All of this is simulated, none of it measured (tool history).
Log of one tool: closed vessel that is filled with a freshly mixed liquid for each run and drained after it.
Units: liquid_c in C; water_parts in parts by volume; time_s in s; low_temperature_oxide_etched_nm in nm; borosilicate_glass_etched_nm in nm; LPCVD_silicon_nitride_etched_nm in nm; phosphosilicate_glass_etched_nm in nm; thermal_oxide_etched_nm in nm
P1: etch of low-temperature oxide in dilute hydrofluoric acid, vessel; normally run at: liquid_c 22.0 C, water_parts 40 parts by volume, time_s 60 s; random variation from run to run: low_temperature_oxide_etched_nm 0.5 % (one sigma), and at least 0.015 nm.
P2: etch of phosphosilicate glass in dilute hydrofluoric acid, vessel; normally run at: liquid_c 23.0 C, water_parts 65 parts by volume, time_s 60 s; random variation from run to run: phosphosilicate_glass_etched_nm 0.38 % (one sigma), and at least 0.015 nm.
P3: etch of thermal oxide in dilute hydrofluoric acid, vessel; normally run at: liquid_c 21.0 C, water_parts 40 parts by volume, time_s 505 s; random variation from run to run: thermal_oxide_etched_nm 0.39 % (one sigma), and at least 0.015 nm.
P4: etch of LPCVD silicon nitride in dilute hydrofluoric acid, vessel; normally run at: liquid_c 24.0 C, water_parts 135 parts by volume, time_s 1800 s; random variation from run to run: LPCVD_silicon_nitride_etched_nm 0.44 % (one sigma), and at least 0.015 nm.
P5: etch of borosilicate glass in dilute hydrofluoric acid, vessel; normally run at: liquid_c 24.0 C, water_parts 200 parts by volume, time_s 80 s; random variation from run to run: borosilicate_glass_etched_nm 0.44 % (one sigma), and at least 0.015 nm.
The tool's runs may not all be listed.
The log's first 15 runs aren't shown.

| run | hour | process | liquid_c | water_parts | time_s | hours since the thermometer was replaced | hours since the hydrofluoric acid flow meter was replaced | low_temperature_oxide_etched_nm | borosilicate_glass_etched_nm | LPCVD_silicon_nitride_etched_nm | phosphosilicate_glass_etched_nm | thermal_oxide_etched_nm |
|---|---|---|---|---|---|---|---|---|---|---|---|---|
| 16 | 152.6 | P5 | 24.0 | 200 | 80 | 1749.8 | 581.5 |  | 9.3806 |  |  |  |
| 17 | 164.4 | P3 | 21.0 | 20 | 505 | 1761.6 | 593.3 |  |  |  |  | 119.3800 |
| 18 | 171.6 | P2 | 23.0 | 65 | 30 | 1768.8 | 600.5 |  |  |  | 55.844 |  |
| 19 | 181.5 | P5 | 24.0 | 60 | 80 | 1778.7 | 610.4 |  | 37.1260 |  |  |  |
| 20 | 190.2 | P3 | 21.0 | 40 | 30 | 1787.4 | 619.1 |  |  |  |  | 3.4422 |
| 21 | 201.5 | P4 | 24.0 | 135 | 1800 | 1798.7 | 630.4 |  |  | 6.5764 |  |  |
| 22 | 208.0 | P1 | 22.0 | 20 | 60 | 1805.2 | 636.9 | 79.665 |  |  |  |  |
| 23 | 219.8 | P1 | 22.0 | 40 | 95 | 1817.0 | 648.7 | 61.861 |  |  |  |  |
| 24 | 228.1 | P1 | 17.0 | 40 | 90 | 1825.3 | 657.0 | 47.170 |  |  |  |  |
| 25 | 237.4 | P3 | 17.0 | 40 | 505 | 1834.6 | 666.3 |  |  |  |  | 49.1480 |
| 26 | 245.7 | P3 | 21.0 | 40 | 505 | 1842.9 | 674.6 |  |  |  |  | 58.1230 |
| 27 | 251.5 | P2 | 17.0 | 65 | 60 | 1848.7 | 680.4 |  |  |  | 86.794 |  |
| 28 | 259.1 | P1 | 22.0 | 40 | 60 | 1856.3 | 688.0 | 39.089 |  |  |  |  |
| 29 | 266.8 | P4 | 24.0 | 135 | 1800 | 1864.0 | 695.7 |  |  | 6.4909 |  |  |
| 30 | 278.8 | P4 | 30.5 | 135 | 1800 | 1876.0 | 707.7 |  |  | 9.7405 |  |  |
| 31 | 291.8 | P2 | 23.0 | 65 | 60 | 1889.0 | 720.7 |  |  |  | 110.600 |  |

The next listed run, before its measurement:
| 32 | 301.1 | P1 | 22.0 | 40 | 60 | 1898.3 | 730.0 | ? |  |  |  |  |

Run 32 gave low_temperature_oxide_etched_nm 38.971 nm.
